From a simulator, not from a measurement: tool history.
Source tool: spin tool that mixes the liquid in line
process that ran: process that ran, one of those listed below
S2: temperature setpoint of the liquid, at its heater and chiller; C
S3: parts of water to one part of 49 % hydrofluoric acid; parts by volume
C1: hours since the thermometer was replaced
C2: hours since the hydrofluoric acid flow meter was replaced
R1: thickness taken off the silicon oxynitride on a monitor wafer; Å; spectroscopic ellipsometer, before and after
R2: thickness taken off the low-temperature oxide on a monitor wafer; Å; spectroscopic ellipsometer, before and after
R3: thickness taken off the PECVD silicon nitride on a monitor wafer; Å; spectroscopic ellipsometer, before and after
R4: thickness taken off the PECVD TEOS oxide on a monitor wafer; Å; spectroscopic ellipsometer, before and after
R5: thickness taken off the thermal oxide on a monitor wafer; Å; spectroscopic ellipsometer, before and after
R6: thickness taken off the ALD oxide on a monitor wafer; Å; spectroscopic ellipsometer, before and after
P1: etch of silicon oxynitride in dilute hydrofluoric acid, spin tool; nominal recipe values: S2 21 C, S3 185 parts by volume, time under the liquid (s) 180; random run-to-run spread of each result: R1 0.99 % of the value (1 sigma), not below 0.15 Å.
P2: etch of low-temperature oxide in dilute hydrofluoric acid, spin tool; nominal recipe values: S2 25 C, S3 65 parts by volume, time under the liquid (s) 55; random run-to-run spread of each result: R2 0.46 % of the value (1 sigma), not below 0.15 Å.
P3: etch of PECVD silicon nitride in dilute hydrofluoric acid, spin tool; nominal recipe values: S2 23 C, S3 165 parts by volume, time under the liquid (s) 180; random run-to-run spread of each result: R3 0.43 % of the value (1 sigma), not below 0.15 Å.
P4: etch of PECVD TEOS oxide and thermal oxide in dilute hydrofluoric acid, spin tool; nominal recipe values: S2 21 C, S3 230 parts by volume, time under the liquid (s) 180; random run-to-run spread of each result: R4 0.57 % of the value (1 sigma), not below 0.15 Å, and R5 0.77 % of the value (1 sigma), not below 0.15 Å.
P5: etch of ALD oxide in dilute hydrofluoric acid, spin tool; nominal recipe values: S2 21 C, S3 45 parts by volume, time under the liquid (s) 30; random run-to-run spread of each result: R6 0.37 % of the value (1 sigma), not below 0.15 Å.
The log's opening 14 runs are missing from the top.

{"run": 15, "hour": 42.3, "process that ran": "P5", "S2": 21, "S3": 45, "time under the liquid (s)": 15, "C1": 910.9, "C2": 600.3, "R6": 49.122}
{"run": 16, "hour": 45.6, "process that ran": "P4", "S2": 17, "S3": 230, "time under the liquid (s)": 180, "C1": 914.2, "C2": 603.6, "R4": 97.791, "R5": 24.06}
{"run": 17, "hour": 47.8, "process that ran": "P5", "S2": 25, "S3": 45, "time under the liquid (s)": 30, "C1": 916.4, "C2": 605.8, "R6": 115.88}
{"run": 18, "hour": 50.2, "process that ran": "P5", "S2": 21, "S3": 45, "time under the liquid (s)": 30, "C1": 918.8, "C2": 608.2, "R6": 98.248}
{"run": 19, "hour": 53.4, "process that ran": "P1", "S2": 17, "S3": 185, "time under the liquid (s)": 180, "C1": 922, "C2": 611.4, "R1": 18.548}
{"run": 20, "hour": 56.5, "process that ran": "P4", "S2": 21, "S3": 230, "time under the liquid (s)": 180, "C1": 925.1, "C2": 614.5, "R4": 114.43, "R5": 27.856}
{"run": 21, "hour": 59.2, "process that ran": "P2", "S2": 29, "S3": 65, "time under the liquid (s)": 55, "C1": 927.8, "C2": 617.2, "R2": 215.36}
{"run": 22, "hour": 61.9, "process that ran": "P1", "S2": 21, "S3": 275, "time under the liquid (s)": 15, "C1": 930.5, "C2": 619.9, "R1": 1.1127}
{"run": 23, "hour": 64.1, "process that ran": "P3", "S2": 23, "S3": 165, "time under the liquid (s)": 180, "C1": 932.7, "C2": 622.1, "R3": 51.008}
{"hour": 66.0, "done": "hydrofluoric acid flow meter replaced"}
{"run": 24, "hour": 66.5, "process that ran": "P1", "S2": 21, "S3": 185, "time under the liquid (s)": 180, "C1": 935.1, "C2": 0.6, "R1": 22.468}

What will run 25 give?
{"run": 25, "hour": 68.4, "process that ran": "P1", "S2": 21, "S3": 270, "time under the liquid (s)": 180, "C1": 937, "C2": 2.5, "R1": "?"}

For run 25 the tool returned R1 14.677 Å.

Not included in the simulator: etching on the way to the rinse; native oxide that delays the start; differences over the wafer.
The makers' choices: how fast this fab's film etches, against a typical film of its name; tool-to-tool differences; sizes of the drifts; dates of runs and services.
